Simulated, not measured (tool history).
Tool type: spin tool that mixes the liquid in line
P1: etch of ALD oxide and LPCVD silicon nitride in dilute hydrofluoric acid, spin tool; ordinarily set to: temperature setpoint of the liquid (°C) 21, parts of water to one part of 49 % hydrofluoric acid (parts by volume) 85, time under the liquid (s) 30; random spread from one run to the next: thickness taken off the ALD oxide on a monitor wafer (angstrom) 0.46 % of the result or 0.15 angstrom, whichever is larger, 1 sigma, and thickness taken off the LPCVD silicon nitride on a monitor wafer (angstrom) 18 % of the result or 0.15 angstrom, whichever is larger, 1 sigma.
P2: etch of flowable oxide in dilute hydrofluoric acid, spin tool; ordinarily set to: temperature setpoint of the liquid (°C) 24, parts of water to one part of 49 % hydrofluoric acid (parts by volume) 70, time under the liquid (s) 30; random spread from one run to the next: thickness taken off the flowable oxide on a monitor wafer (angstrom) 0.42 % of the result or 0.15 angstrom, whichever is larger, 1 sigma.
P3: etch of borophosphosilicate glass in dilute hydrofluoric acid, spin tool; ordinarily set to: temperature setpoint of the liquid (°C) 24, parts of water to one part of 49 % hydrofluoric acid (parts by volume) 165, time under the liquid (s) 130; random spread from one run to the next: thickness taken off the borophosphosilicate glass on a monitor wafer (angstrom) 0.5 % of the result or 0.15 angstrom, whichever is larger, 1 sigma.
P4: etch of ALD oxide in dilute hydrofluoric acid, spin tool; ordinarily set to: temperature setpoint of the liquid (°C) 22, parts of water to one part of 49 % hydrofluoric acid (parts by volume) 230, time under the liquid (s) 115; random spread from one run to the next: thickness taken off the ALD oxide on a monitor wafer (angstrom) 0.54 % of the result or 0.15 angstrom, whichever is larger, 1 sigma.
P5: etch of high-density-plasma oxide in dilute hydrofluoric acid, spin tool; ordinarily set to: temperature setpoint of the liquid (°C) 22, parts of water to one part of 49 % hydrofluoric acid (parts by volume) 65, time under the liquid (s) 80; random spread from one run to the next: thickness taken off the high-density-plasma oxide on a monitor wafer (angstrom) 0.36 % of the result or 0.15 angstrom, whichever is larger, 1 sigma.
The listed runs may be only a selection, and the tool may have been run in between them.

run	hour	process that ran	temperature setpoint of the liquid (°C)	parts of water to one part of 49 % hydrofluoric acid (parts by volume)	time under the liquid (s)	hours since the thermometer was replaced	hours since the hydrofluoric acid flow meter was replaced	thickness taken off the ALD oxide on a monitor wafer (angstrom)	thickness taken off the LPCVD silicon nitride on a monitor wafer (angstrom)	thickness taken off the borophosphosilicate glass on a monitor wafer (angstrom)	thickness taken off the high-density-plasma oxide on a monitor wafer (angstrom)	thickness taken off the flowable oxide on a monitor wafer (angstrom)
1	12.3	P1	21	85	30	1785.5	402	56.615	0.89006			
2	22.3	P1	28.5	35	30	1795.5	412	199.49	5.3218			
3	31.1	P3	30.5	165	130	1804.3	420.8			453.21		
4	44.6	P5	30	65	80	1817.8	434.3				85.151	
5	51.4	P3	24	165	130	1824.6	441.1			359.38		
6	58.2	P5	22	20	80	1831.4	447.9				211.78	
7	72	P3	24	35	130	1845.2	461.7			1988.6		
8	81.1	P2	24	70	60	1854.3	470.8					400.1
9	96.2	P1	17	85	55	1869.4	485.9	87.913	1.74			
10	105.7	P4	22	415	115	1878.9	495.4	27.591				
11	119.9	P4	22	230	20	1893.1	509.6	10.3				
12	129.9	P1	21	85	30	1903.1	519.6	56.959	1.0859			
13	139.7	P2	17	70	30	1912.9	529.4					148.92
14	148.3	P2	24	70	30	1921.5	538					199.03
15	163.4	P5	22	65	15	1936.6	553.1				11.805	
16	171.3	P4	28	230	115	1944.5	561	74.583				
17	185.7	P1	17	85	30	1958.9	575.4	47.832	1.3558			
18	199.5	P1	21	85	55	1972.7	589.2	104.07	2.6309			
19	214.7	P5	22	65	80	1987.9	604.4				61.768	
20	223.5	P4	22	230	115	1996.7	613.2	59.631				
21	230.5	P4	22	230	115	2003.7	620.2	59.87				
22	240.6	P1	28.5	85	30	2013.8	630.3	76.511	2.8717			
23	248.1	P3	24	165	15	2021.3	637.8			41.9		
24	259.4	P1	21	85	30	2032.6	649.1	56.995	1.2166			
25	267.6	P1	21	35	30	2040.8	657.3	146.82	4.2603			
26	277.1	P1	21	85	15	2050.3	666.8	28.971	0.84227			
27	288.6	P1	21	85	30	2061.8	678.3	56.932	1.3723			
28	297.9	P3	24	165	130	2071.1	687.6			361.36		

What does the tool deliver on the next run?
29	311.1	P1	21	120	30	2084.3	700.8	?	?			

Run 29 measured thickness taken off the ALD oxide on a monitor wafer (angstrom) 38.994, thickness taken off the LPCVD silicon nitride on a monitor wafer (angstrom) 1.0555.
